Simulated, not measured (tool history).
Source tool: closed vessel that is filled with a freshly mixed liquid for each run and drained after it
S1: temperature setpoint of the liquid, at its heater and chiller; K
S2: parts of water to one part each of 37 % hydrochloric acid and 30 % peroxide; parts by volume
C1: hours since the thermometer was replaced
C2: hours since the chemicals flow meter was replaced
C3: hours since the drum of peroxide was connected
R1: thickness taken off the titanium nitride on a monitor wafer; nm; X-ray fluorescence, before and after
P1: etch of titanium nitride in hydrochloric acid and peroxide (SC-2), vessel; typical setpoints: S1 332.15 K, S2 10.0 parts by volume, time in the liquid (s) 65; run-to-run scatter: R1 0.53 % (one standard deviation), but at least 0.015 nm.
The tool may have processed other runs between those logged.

run 1 day=0.329 | S1=332.15 S2=10.0 time_in_the_liquid_(s)=65 | C1=1576.3 C2=172.7 C3=252.6 | R1=4.5484
run 2 day=0.717 | S1=340.15 S2=10.0 time_in_the_liquid_(s)=65 | C1=1585.6 C2=182.0 C3=261.9 | R1=7.5013
run 3 day=1.100 | S1=332.15 S2=18.5 time_in_the_liquid_(s)=65 | C1=1594.8 C2=191.2 C3=271.1 | R1=2.6633
run 4 day=1.375 | S1=332.15 S2=10.0 time_in_the_liquid_(s)=130 | C1=1601.4 C2=197.8 C3=277.7 | R1=9.0268
-- day=1.667 new drum of peroxide connected
run 5 day=1.746 | S1=332.15 S2=10.0 time_in_the_liquid_(s)=65 | C1=1610.3 C2=206.7 C3=1.9 | R1=4.5363
run 6 day=2.071 | S1=332.15 S2=4.0 time_in_the_liquid_(s)=65 | C1=1618.1 C2=214.5 C3=9.7 | R1=9.0410
run 7 day=2.521 | S1=332.15 S2=10.0 time_in_the_liquid_(s)=65 | C1=1628.9 C2=225.3 C3=20.5 | R1=4.5049
run 8 day=2.888 | S1=315.65 S2=10.0 time_in_the_liquid_(s)=65 | C1=1637.7 C2=234.1 C3=29.3 | R1=1.5519
run 9 day=3.188 | S1=332.15 S2=10.0 time_in_the_liquid_(s)=30 | C1=1644.9 C2=241.3 C3=36.5 | R1=2.1007
run 10 day=3.442 | S1=332.15 S2=15.0 time_in_the_liquid_(s)=105 | C1=1651.0 C2=247.4 C3=42.6 | R1=5.1245
run 11 day=3.892 | S1=332.15 S2=10.0 time_in_the_liquid_(s)=65 | C1=1661.8 C2=258.2 C3=53.4 | R1=4.5437

Estimate the outcome of run 12 from the log above:
run 12 day=4.125 | S1=343.15 S2=17.5 time_in_the_liquid_(s)=65 | C1=1667.4 C2=263.8 C3=59.0 | R1=?

{"run 12": {"R1": 5.4514}}
